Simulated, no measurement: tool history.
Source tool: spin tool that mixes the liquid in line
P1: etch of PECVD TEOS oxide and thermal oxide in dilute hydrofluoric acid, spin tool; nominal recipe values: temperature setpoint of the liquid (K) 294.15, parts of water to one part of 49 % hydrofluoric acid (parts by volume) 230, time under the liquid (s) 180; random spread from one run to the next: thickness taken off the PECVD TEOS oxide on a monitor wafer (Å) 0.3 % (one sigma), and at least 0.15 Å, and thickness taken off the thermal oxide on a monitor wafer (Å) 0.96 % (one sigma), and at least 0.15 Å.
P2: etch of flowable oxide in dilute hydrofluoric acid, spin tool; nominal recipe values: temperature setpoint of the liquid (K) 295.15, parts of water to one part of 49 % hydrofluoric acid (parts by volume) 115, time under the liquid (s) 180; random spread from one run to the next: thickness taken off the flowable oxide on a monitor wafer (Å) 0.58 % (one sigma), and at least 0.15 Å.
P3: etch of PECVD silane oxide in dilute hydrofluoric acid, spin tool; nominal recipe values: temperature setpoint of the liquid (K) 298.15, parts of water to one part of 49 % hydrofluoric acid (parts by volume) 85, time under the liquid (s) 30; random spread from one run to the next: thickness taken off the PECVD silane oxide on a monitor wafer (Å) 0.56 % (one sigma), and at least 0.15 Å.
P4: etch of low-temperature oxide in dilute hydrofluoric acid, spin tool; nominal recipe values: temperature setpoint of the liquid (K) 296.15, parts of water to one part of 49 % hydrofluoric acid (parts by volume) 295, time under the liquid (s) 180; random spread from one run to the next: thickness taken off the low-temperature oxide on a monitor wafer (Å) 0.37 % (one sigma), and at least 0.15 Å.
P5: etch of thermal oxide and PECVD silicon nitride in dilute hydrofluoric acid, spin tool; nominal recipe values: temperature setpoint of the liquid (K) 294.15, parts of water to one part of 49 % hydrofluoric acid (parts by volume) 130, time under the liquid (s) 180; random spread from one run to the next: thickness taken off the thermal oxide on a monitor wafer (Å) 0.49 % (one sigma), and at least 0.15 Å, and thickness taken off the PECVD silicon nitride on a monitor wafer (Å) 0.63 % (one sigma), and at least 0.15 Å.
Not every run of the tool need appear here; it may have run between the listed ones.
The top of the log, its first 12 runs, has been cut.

run,day,process that ran,temperature setpoint of the liquid (K),parts of water to one part of 49 % hydrofluoric acid (parts by volume),time under the liquid (s),hours since the thermometer was replaced,hours since the hydrofluoric acid flow meter was replaced,thickness taken off the PECVD TEOS oxide on a monitor wafer (Å),thickness taken off the thermal oxide on a monitor wafer (Å),thickness taken off the low-temperature oxide on a monitor wafer (Å),thickness taken off the flowable oxide on a monitor wafer (Å),thickness taken off the PECVD silicon nitride on a monitor wafer (Å),thickness taken off the PECVD silane oxide on a monitor wafer (Å)
13,3.262,P1,302.15,230,180,1492,1051,145.87,38.279,,,,
14,3.462,P5,294.15,130,180,1496.8,1055.8,,52.209,,,37.487,
15,3.638,P5,294.15,130,180,1501,1060,,52.291,,,37.195,
16,3.85,P1,294.15,230,180,1506.1,1065.1,109.04,29.061,,,,
17,4.217,P2,295.15,115,180,1514.9,1073.9,,,,320.96,,
18,4.525,P1,294.15,230,180,1522.3,1081.3,109.37,28.429,,,,
19,4.725,P1,294.15,230,180,1527.1,1086.1,108.79,28.635,,,,
20,5.033,P1,294.15,45,180,1534.5,1093.5,685.41,177.59,,,,
21,5.25,P1,294.15,420,180,1539.7,1098.7,50.527,13.221,,,,
22,5.471,P1,294.15,230,30,1545,1104,17.936,4.7598,,,,
23,5.825,P1,290.15,230,180,1553.5,1112.5,94.151,24.307,,,,
24,6.088,P1,294.15,230,180,1559.8,1118.8,108.88,28.005,,,,

For run 25, what comes out?
25,6.371,P5,294.15,130,35,1566.6,1125.6,,?,,,?,

{"run 25": {"thickness taken off the thermal oxide on a monitor wafer (Å)": 10.085, "thickness taken off the PECVD silicon nitride on a monitor wafer (Å)": 7.2329}}
